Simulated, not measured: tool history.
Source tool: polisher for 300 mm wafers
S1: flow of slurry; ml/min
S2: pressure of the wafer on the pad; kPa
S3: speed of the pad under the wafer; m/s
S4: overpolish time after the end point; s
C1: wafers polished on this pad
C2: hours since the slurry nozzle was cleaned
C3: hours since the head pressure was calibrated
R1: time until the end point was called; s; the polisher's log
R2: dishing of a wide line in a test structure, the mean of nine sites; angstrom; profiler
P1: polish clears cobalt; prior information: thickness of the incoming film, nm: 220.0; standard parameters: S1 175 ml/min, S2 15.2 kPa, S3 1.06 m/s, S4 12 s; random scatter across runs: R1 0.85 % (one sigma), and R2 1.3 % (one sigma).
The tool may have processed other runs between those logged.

{"run": 1, "hour": 4.2, "S1": 175, "S2": 15.2, "S3": 1.06, "S4": 12, "C1": 425, "C2": 293.8, "C3": 363.4, "R1": 40.605, "R2": 379.78}
{"run": 2, "hour": 7.3, "S1": 230, "S2": 15.2, "S3": 1.06, "S4": 12, "C1": 453, "C2": 296.9, "C3": 366.5, "R1": 38.792, "R2": 383.37}
{"run": 3, "hour": 12.5, "S1": 175, "S2": 15.2, "S3": 1.06, "S4": 4, "C1": 499, "C2": 302.1, "C3": 371.7, "R1": 40.605, "R2": 178.23}
{"run": 4, "hour": 16.3, "S1": 175, "S2": 15.2, "S3": 1.06, "S4": 12, "C1": 533, "C2": 305.9, "C3": 375.5, "R1": 40.099, "R2": 382.47}
{"run": 5, "hour": 21.4, "S1": 175, "S2": 15.2, "S3": 1.06, "S4": 12, "C1": 578, "C2": 311, "C3": 380.6, "R1": 40.57, "R2": 372.8}
{"run": 6, "hour": 25.4, "S1": 175, "S2": 6.9, "S3": 1.06, "S4": 12, "C1": 614, "C2": 315, "C3": 384.6, "R1": 88.883, "R2": 226.31}
{"run": 7, "hour": 31.0, "S1": 175, "S2": 15.2, "S3": 1.06, "S4": 12, "C1": 664, "C2": 320.6, "C3": 390.2, "R1": 40.991, "R2": 377.12}
{"run": 8, "hour": 33.7, "S1": 175, "S2": 19.3, "S3": 1.06, "S4": 4, "C1": 688, "C2": 323.3, "C3": 392.9, "R1": 31.904, "R2": 213.73}
{"run": 9, "hour": 36.7, "S1": 175, "S2": 20.7, "S3": 1.06, "S4": 21, "C1": 715, "C2": 326.3, "C3": 395.9, "R1": 29.96, "R2": 510.55}
{"run": 10, "hour": 40.3, "S1": 175, "S2": 15.2, "S3": 1.06, "S4": 12, "C1": 747, "C2": 329.9, "C3": 399.5, "R1": 41.153, "R2": 379.42}
{"run": 11, "hour": 43.0, "S1": 175, "S2": 15.2, "S3": 1.64, "S4": 12, "C1": 771, "C2": 332.6, "C3": 402.2, "R1": 26.651, "R2": 451.92}
{"hour": 44.2, "done": "slurry nozzle cleaned"}
{"run": 12, "hour": 46.1, "S1": 220, "S2": 19.3, "S3": 1.06, "S4": 12, "C1": 798, "C2": 1.9, "C3": 405.3, "R1": 31.16, "R2": 427}
{"run": 13, "hour": 50.2, "S1": 105, "S2": 15.2, "S3": 1.06, "S4": 12, "C1": 835, "C2": 6, "C3": 409.4, "R1": 44.388, "R2": 357.06}
{"run": 14, "hour": 53.7, "S1": 175, "S2": 15.2, "S3": 0.72, "S4": 12, "C1": 866, "C2": 9.5, "C3": 412.9, "R1": 59.398, "R2": 297.57}
{"run": 15, "hour": 57.4, "S1": 175, "S2": 15.2, "S3": 1.06, "S4": 12, "C1": 899, "C2": 13.2, "C3": 416.6, "R1": 40.29, "R2": 374.8}
{"run": 16, "hour": 60.3, "S1": 175, "S2": 15.2, "S3": 1.06, "S4": 22, "C1": 925, "C2": 16.1, "C3": 419.5, "R1": 40.03, "R2": 470.21}
{"run": 17, "hour": 64.8, "S1": 175, "S2": 23.4, "S3": 1.06, "S4": 12, "C1": 965, "C2": 20.6, "C3": 424, "R1": 26.225, "R2": 452.82}
{"run": 18, "hour": 70.5, "S1": 175, "S2": 15.2, "S3": 1.06, "S4": 12, "C1": 1016, "C2": 26.3, "C3": 429.7, "R1": 40.755, "R2": 375.2}
{"run": 19, "hour": 73.7, "S1": 175, "S2": 15.2, "S3": 1.06, "S4": 12, "C1": 1044, "C2": 29.5, "C3": 432.9, "R1": 41.318, "R2": 376.76}
{"run": 20, "hour": 79.9, "S1": 175, "S2": 15.2, "S3": 1.06, "S4": 12, "C1": 1100, "C2": 35.7, "C3": 439.1, "R1": 42.326, "R2": 375.04}
{"run": 21, "hour": 83.6, "S1": 175, "S2": 15.2, "S3": 1.06, "S4": 12, "C1": 1133, "C2": 39.4, "C3": 442.8, "R1": 42.511, "R2": 369.21}
{"run": 22, "hour": 86.9, "S1": 175, "S2": 15.2, "S3": 1.06, "S4": 12, "C1": 1162, "C2": 42.7, "C3": 446.1, "R1": 42.325, "R2": 366.51}
{"run": 23, "hour": 92.7, "S1": 175, "S2": 15.2, "S3": 1.06, "S4": 12, "C1": 1214, "C2": 48.5, "C3": 451.9, "R1": 43.653, "R2": 371.72}
{"hour": 95.6, "done": "head pressure recalibrated"}
{"run": 24, "hour": 98.3, "S1": 175, "S2": 15.2, "S3": 1.06, "S4": 12, "C1": 1264, "C2": 54.1, "C3": 2.8, "R1": 43.569, "R2": 363.42}
{"run": 25, "hour": 104.0, "S1": 175, "S2": 15.2, "S3": 1.06, "S4": 12, "C1": 1314, "C2": 59.8, "C3": 8.5, "R1": 44.617, "R2": 356.37}
{"run": 26, "hour": 108.7, "S1": 175, "S2": 15.2, "S3": 1.06, "S4": 12, "C1": 1356, "C2": 64.5, "C3": 13.2, "R1": 43.782, "R2": 365.36}
{"run": 27, "hour": 111.9, "S1": 175, "S2": 15.2, "S3": 1.06, "S4": 12, "C1": 1385, "C2": 67.7, "C3": 16.4, "R1": 43.883, "R2": 358.37}
{"run": 28, "hour": 117.9, "S1": 175, "S2": 15.2, "S3": 1.06, "S4": 12, "C1": 1438, "C2": 73.7, "C3": 22.4, "R1": 43.849, "R2": 362.57}

The log shows P1 creeping away from where it was. Any of the 2 causes listed here, at the size stated for it, fits the log just as well as the others:
A: slurry flow missing at the pad, % = 35.3
B: removal rate lost through wear of the pad, % = 7.71
The gradual shift began around hour 70.5.
What rules out each remaining cause:
head's pressure below its setpoint, %: serviced after onset, at hour 95.6, with no recovery of the prior output

Which of the 4 check runs listed below, each an average over 5 wafers with its results shown as question marks, gives clearly different results under the different listed causes?
{"run": "check 1", "hour": 123.9, "S1": 175, "S2": 15.2, "S3": 1.3, "S4": 12, "R1": "?", "R2": "?"}
{"run": "check 2", "hour": 123.9, "S1": 175, "S2": 22.1, "S3": 1.06, "S4": 8, "R1": "?", "R2": "?"}
{"run": "check 3", "hour": 123.9, "S1": 175, "S2": 15.2, "S3": 1.58, "S4": 12, "R1": "?", "R2": "?"}
{"run": "check 4", "hour": 123.9, "S1": 125, "S2": 15.2, "S3": 1.06, "S4": 12, "R1": "?", "R2": "?"}

Predicted outcomes, by check and by cause:
check=check_1 result=R1 if_A=35.89 if_B=35.885
check=check_1 result=R2 if_A=399.53 if_B=399.56
check=check_2 result=R1 if_A=30.261 if_B=30.257
check=check_2 result=R2 if_A=354.53 if_B=354.56
check=check_3 result=R1 if_A=29.53 if_B=29.526
check=check_3 result=R2 if_A=433.27 if_B=433.29
check=check_4 result=R1 if_A=48.045 if_B=46.694
check=check_4 result=R2 if_A=344.09 if_B=349.67
Per-check spread between the two closest causes, in the result where they differ most: check 1 0.01 %; check 2 0.01 %; check 3 0.01 %; check 4 2.85 %
Check 4 distinguishes between the causes, while the remaining checks would return nearly the same result for all of them.

Check 4 has now been run. It gave: R1 48.274 s; R2 342.07 angstrom. Which of the candidate causes is it?

A is the cause: slurry flow missing at the pad, %.

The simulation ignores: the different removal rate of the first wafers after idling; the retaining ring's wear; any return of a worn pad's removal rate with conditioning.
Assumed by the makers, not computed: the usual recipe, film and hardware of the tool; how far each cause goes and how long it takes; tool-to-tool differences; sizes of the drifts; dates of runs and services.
